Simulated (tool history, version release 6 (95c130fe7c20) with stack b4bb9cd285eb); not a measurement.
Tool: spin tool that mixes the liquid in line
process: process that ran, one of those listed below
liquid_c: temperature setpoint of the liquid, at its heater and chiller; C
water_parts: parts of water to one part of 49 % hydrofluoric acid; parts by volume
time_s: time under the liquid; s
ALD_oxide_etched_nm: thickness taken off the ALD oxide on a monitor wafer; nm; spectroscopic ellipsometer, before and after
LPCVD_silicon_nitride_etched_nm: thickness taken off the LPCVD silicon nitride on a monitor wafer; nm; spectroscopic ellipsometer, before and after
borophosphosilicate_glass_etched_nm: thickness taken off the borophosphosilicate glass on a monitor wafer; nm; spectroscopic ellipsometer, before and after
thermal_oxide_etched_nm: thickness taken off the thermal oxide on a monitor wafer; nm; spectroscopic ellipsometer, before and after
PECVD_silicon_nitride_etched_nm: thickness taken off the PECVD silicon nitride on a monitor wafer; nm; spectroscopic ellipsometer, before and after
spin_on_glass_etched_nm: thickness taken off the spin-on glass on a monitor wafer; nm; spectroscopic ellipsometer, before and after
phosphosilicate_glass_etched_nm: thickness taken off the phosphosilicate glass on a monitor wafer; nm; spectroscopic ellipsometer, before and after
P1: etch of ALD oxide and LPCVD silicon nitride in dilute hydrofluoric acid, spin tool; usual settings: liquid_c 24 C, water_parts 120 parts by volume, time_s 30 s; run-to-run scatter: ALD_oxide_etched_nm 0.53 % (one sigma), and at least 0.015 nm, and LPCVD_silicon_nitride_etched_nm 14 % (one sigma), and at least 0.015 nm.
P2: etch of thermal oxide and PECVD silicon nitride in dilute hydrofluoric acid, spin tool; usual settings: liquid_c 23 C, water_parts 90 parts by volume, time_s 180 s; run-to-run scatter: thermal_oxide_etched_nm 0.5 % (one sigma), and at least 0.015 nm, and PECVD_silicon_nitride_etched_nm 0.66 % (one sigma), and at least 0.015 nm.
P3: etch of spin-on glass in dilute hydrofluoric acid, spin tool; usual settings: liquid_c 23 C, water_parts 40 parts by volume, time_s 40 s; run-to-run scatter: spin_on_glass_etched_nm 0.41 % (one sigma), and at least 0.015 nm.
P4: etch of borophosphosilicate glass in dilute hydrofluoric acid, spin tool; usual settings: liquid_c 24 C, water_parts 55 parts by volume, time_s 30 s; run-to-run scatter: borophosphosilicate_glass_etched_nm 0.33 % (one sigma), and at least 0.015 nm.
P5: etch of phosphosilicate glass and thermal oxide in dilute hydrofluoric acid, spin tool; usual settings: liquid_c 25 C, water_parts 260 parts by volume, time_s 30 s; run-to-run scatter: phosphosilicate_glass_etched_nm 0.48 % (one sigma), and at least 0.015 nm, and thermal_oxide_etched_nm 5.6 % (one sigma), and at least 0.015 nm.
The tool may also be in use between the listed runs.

run     day  process  liquid_c  water_parts  time_s  ALD_oxide_etched_nm  LPCVD_silicon_nitride_etched_nm  borophosphosilicate_glass_etched_nm  thermal_oxide_etched_nm  PECVD_silicon_nitride_etched_nm  spin_on_glass_etched_nm  phosphosilicate_glass_etched_nm
  1   0.479       P1        24          120      30               6.6877                          0.12464
  2   0.979       P4        24           55      30                                                                                     50.115
  3   1.542       P2        23           90     180                                                                                                              9.8248                           3.1037
  4   2.075       P3        23           40      40                                                                                                                                                                        36.803
  5   2.629       P2        23           25     180                                                                                                              38.699                           10.874
  6    2.95       P5        25          120      30                                                                                                               1.341                                                                                     49.316
  7   3.225       P1      17.5          120      30               5.1588                         0.065632
      3.342  -- hydrofluoric acid flow meter replaced
  8    3.55       P4        24           55      60                                                                                     100.67
  9   3.967       P1      30.5          120      30                 8.63                          0.25626
 10    4.55       P1        24           70      30                12.26                          0.23278
 11   4.871       P4        24          105      30                                                                                     24.624
 12   5.446       P1        24          120      30               6.7709                          0.13575
 13   6.021       P5        25          260      30                                                                                                             0.49144                                                                                      19.45
 14   6.654       P1        24          120      30               6.7306                          0.13973
 15   6.962       P1        24          120      30               6.7106                          0.15347
 16   7.583       P1        24          120      60               13.516                          0.27111
 17     7.9       P4        24           55      30                                                                                     50.314
 18   8.279       P4        29           55      30                                                                                     61.127
 19   8.796       P1        24          120      15               3.3563                         0.086364
 20   9.321       P3        23           20      40                                                                                                                                                                        75.777
 21   9.867       P5        25          260      50                                                                                                             0.72561                                                                                      32.34
 22  10.358       P1        24          120      30               6.6871                          0.17106
 23  10.683       P1        24          120      30               6.6881                          0.14885
 24    11.3       P3      28.5           40      40                                                                                                                                                                        45.867
 25  11.596       P5      28.5          260      30                                                                                                             0.51389                                                                                     21.953
 26  11.988       P1        24          170      30               4.4605                         0.092964
 27  12.446       P5        25          260      30                                                                                                             0.47319                                                                                     19.463
 28  12.812       P2        23           90      30                                                                                                               1.644                              0.5
 29  13.196       P3        23           40      70                                                                                                                                                                        64.007
 30  13.579       P2        17           90     180                                                                                                              7.6737                           2.0392
 31  13.938       P1        24          160      55               8.8407                          0.17996
 32  14.475       P1        24          120      30               6.7688                          0.12926
 33  14.942       P1        24          120      30               6.5366                          0.16034
 34  15.275       P1        24          120      30               6.4443                          0.17559
 35  15.571       P1        24          120      30               6.4333                          0.13032
 36  15.925       P1        24          120      30               6.3865                          0.16616
 37    16.3       P1        24          120      30               6.4312                          0.15292
 38  16.588       P1        24          120      30               6.3345                          0.17892
 39  17.042       P1        24          120      30               6.3781                          0.21387
 40  17.562       P1        24          120      30                6.358                          0.15566
 41  17.933       P1        24          120      30               6.2927                          0.14911
 42  18.488       P1        24          120      30               6.3733                          0.19398
 43  18.817       P1        24          120      30               6.3623                          0.15363

What P1 gives has crept away from where it was. These 2 causes fit the log equally well, each at the size given:
A: hydrofluoric acid flow below the setpoint (%) = 5.1
B: liquid colder than its thermometer reads (K) = 1.53
The creep began at about day 14.475.

4 check runs are offered, each on 2 wafers whose results are averaged, their results left as question marks. Which one tells the causes apart?
check 1  19.146       P5        25          145      30                                                                                                                   ?                                                                                          ?
check 2  19.146       P4        24           95      60                                                                                          ?
check 3  19.146       P3      27.5           40      70                                                                                                                                                                             ?
check 4  19.146       P2        19           90     180                                                                                                                   ?                                ?

What each check would give under each cause:
  check                               result     if A     if B
check 1              thermal_oxide_etched_nm  0.90504  0.90767
check 1      phosphosilicate_glass_etched_nm   37.124   37.232
check 2  borophosphosilicate_glass_etched_nm   51.896   51.764
check 3              spin_on_glass_etched_nm   73.155   72.669
check 4              thermal_oxide_etched_nm   7.8652   7.8141
check 4      PECVD_silicon_nitride_etched_nm   2.2442    2.124
How far apart the two closest causes lie, in the result that separates them most: check 1 0.29 %; check 2 0.26 %; check 3 0.67 %; check 4 5.51 %
Check 4 tells the causes apart: in the others they would give nearly the same result.

Check 4 was then run and gave: thermal_oxide_etched_nm 7.8181 nm; PECVD_silicon_nitride_etched_nm 2.2382 nm. Which cause is it?

It is A: hydrofluoric acid flow below the setpoint (%).
